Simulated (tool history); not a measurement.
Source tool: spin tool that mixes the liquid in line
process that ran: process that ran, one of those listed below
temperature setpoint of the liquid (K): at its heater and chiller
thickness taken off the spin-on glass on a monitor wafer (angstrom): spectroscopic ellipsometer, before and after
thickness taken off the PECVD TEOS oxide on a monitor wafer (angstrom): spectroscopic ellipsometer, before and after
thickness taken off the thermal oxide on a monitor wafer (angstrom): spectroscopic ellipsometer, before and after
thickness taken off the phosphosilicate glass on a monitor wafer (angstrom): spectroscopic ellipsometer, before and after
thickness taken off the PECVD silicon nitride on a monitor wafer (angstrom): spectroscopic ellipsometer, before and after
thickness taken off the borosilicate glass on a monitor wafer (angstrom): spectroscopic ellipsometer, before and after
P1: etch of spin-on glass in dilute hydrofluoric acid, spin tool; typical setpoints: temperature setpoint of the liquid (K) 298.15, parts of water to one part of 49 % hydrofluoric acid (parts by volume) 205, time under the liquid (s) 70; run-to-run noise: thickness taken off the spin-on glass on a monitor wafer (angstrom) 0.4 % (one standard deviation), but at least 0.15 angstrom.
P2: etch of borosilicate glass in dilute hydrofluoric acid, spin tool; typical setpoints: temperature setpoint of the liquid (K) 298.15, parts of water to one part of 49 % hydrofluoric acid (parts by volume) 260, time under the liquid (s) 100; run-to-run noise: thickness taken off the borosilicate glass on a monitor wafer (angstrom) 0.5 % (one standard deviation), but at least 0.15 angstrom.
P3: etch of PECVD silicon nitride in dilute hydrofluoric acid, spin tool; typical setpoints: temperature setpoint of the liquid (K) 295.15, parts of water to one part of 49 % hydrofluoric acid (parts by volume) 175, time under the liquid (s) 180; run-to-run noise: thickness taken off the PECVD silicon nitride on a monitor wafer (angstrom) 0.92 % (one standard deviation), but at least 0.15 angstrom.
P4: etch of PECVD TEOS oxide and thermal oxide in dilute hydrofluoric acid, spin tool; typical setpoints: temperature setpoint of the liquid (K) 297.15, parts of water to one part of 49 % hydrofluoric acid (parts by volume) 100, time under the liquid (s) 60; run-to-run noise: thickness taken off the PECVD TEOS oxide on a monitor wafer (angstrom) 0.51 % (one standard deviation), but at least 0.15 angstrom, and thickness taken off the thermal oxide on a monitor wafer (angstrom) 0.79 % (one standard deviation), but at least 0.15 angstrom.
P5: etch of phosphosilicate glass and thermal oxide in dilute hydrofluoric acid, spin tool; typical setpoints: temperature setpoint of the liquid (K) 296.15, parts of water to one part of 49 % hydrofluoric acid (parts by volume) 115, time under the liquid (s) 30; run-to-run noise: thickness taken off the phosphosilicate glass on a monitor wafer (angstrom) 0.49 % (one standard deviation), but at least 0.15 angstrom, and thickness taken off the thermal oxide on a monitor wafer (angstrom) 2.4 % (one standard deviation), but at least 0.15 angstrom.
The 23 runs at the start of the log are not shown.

run	hour	process that ran	temperature setpoint of the liquid (K)	parts of water to one part of 49 % hydrofluoric acid (parts by volume)	time under the liquid (s)	hours since the thermometer was replaced	hours since the hydrofluoric acid flow meter was replaced	thickness taken off the spin-on glass on a monitor wafer (angstrom)	thickness taken off the PECVD TEOS oxide on a monitor wafer (angstrom)	thickness taken off the thermal oxide on a monitor wafer (angstrom)	thickness taken off the phosphosilicate glass on a monitor wafer (angstrom)	thickness taken off the PECVD silicon nitride on a monitor wafer (angstrom)	thickness taken off the borosilicate glass on a monitor wafer (angstrom)
24	269.5	P1	301.15	315	70	89.1	1456.9	67.756					
25	280.2	P1	298.15	205	70	99.8	1467.6	105.79					
26	288.3	P1	293.65	205	35	107.9	1475.7	44.262					
27	301.1	P1	298.15	205	70	120.7	1488.5	104.86					
28	310	P5	304.15	115	30	129.6	1497.4			15.027	647.83		
29	321.3	P2	304.65	260	100	140.9	1508.7						151.58
30	336.4	P5	296.15	190	30	156	1523.8			6.3277	263.85		
31	352.9	P1	298.15	85	70	172.5	1540.3	293.01					
32	363	P1	298.15	205	70	182.6	1550.4	105.11					
33	371.9	P3	303.15	175	180	191.5	1559.3					47.91	
34	380.6	P1	298.15	205	70	200.2	1568	104.92					
35	391	P1	298.15	205	70	210.6	1578.4	106.73					
36	405	P1	298.15	205	70	224.6	1592.4	109.89					
37	420.7	P1	298.15	205	70	240.3	1608.1	111.44					
38	428.6	P1	298.15	205	70	248.2	1616	111.83					
39	441.4	P1	298.15	205	70	261	1628.8	112.9					
40	457	P1	298.15	205	70	276.6	1644.4	113.54					
41	470.2	P1	298.15	205	70	289.8	1657.6	113.31					
42	486	P1	298.15	205	70	305.6	1673.4	113.23					
43	498.3	P1	298.15	205	70	317.9	1685.7	114.16					

Forecast run 44:
44	509.3	P1	298.15	205	70	328.9	1696.7	?					

thickness taken off the spin-on glass on a monitor wafer (angstrom): 114.05
